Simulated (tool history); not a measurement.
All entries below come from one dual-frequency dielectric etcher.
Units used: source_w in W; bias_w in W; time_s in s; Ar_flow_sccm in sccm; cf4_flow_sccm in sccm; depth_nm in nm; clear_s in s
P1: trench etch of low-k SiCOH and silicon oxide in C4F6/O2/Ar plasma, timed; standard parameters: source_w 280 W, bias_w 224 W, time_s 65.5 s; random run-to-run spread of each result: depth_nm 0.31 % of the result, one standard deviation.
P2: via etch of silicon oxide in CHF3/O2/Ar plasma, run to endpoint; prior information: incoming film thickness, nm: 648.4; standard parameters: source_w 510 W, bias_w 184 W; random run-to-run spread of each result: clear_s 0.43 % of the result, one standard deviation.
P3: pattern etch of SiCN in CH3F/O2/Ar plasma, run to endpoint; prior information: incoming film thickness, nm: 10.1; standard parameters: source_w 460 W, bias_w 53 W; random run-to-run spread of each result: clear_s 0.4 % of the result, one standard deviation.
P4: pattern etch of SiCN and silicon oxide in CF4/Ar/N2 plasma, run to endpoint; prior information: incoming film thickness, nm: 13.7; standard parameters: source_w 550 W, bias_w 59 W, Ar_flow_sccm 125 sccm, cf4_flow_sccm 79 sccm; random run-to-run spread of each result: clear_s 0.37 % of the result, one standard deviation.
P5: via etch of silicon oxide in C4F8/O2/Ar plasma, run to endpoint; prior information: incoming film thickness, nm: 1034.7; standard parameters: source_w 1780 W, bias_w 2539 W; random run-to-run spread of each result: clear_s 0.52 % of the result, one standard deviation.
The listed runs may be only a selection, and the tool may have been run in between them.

run	hour	process	source_w	bias_w	time_s	Ar_flow_sccm	cf4_flow_sccm	hours since the last wet clean	hours since the last source power generator calibration	hours since the last bias power generator calibration	depth_nm	clear_s
1	5.4	P1	280	224	65.5			92.1	1438.4	1961.9	201.91	
2	13.5	P2	510	127				100.2	1446.5	1970		384.35
3	23.4	P1	390	172	65.5			110.1	1456.4	1979.9	210.27	
4	34.2	P5	1780	2539				120.9	1467.2	1990.7		196.13
5	44.5	P1	280	292	65.5			131.2	1477.5	2001	221.01	
6	51.2	P2	700	184				137.9	1484.2	2007.7		301.36
7	61.8	P4	550	59		125	79	148.5	1494.8	2018.3		14.687
# hour 65.5: bias power generator calibrated
8	71.6	P5	1780	1747				158.3	1504.6	6.2		220.95
9	82.6	P1	180	224	65.5			169.3	1515.6	17.2	170.43	
10	91	P4	550	40		125	79	177.7	1524	25.6		16.456
11	100.9	P2	510	184				187.6	1533.9	35.5		341.28
12	110.6	P4	550	59		149	79	197.3	1543.6	45.2		15.119
13	122.5	P1	280	224	65.5			209.2	1555.5	57.1	202.03	
14	134.4	P1	280	224	65.5			221.1	1567.4	69	201.73	
15	144.4	P5	1250	2539				231.1	1577.4	79		225.52
16	156.1	P1	280	134	65.5			242.8	1589.1	90.7	170.71	
17	163.3	P3	460	53				250	1596.3	97.9		27.803
# hour 173.8: wet clean of the chamber
18	175	P3	460	42				1.3	1608	109.6		29.85
19	185.3	P1	280	224	65.5			11.6	1618.3	119.9	201.19	
20	192.3	P4	550	59		125	53	18.6	1625.3	126.9		15.672
21	201	P1	280	224	65.5			27.3	1634	135.6	202.66	
22	209.6	P3	590	53				35.9	1642.6	144.2		25.236
23	218.5	P1	280	224	92.5			44.8	1651.5	153.1	284.22	
24	224.8	P1	280	224	65.5			51.1	1657.8	159.4	200.69	
25	233.4	P2	510	184				59.7	1666.4	168		338.84
26	240.7	P1	350	224	65.5			67	1673.7	175.3	219.11	
27	249.3	P1	280	224	65.5			75.6	1682.3	183.9	201.45	
28	259.3	P1	280	224	36.5			85.6	1692.3	193.9	112.31	
29	266.6	P4	330	59		125	79	92.9	1699.6	201.2		23.029
30	271.8	P1	280	224	65.5			98.1	1704.8	206.4	201.85	
31	279.7	P1	280	224	65.5			106	1712.7	214.3	202.65	
32	288.1	P1	280	224	65.5			114.4	1721.1	222.7	203.61	
33	296.5	P1	280	224	65.5			122.8	1729.5	231.1	202.69	
# hour 300.3: wet clean of the chamber
34	305.8	P1	280	224	65.5			5.5	1738.8	240.4	204.12	
35	312.6	P1	280	224	65.5			12.3	1745.6	247.2	205.18	
36	320.6	P1	280	224	65.5			20.3	1753.6	255.2	204.4	
37	326.7	P1	280	224	65.5			26.4	1759.7	261.3	203.47	
38	336.3	P1	280	224	65.5			36	1769.3	270.9	204.56	
39	341.6	P1	280	224	65.5			41.3	1774.6	276.2	204.44	
40	350.4	P1	280	224	65.5			50.1	1783.4	285	204.66	

The output of P1 has drifted from where it used to be. Each of the 2 causes below, taken at the size shown beside it, accounts for the log equally well:
A: source power that arrives over what is set, % = 4.2
B: bias power that arrives over what is set, % = 4.73
At approximately hour 271.8, the process output began to creep.
Excluded causes, each with its reason:
chamber walls in a state that raises the etch rate, %: maintenance at hour 300.3, after the shift began, did not return the process to its former output

Each of the check runs listed below is run on 2 wafers and reports their average, with the results left as question marks. Pick the one under which the possible causes would lead to clearly different results.
check 1	359.2	P5	1780	2539								?
check 2	359.2	P3	460	53								?
check 3	359.2	P4	550	59		125	79					?
check 4	359.2	P2	510	184								?

What every check run would give for each of its results, assuming each possible cause in turn:
check	result	if A	if B
check 1	clear_s	192.96	193.36
check 2	clear_s	27.353	27.375
check 3	clear_s	14.093	14.399
check 4	clear_s	334.96	334.9
How far apart the two closest causes lie, in the result that separates them most: check 1 0.21 %; check 2 0.08 %; check 3 2.15 %; check 4 0.02 %
Only in check 3 would the causes give clearly different results; in the remaining checks their results would be nearly the same.

Check 3 has now been run. It gave: clear_s 14.385 s. Which of the candidate causes is it?

Of the candidate causes, it is B: bias power that arrives over what is set, %.
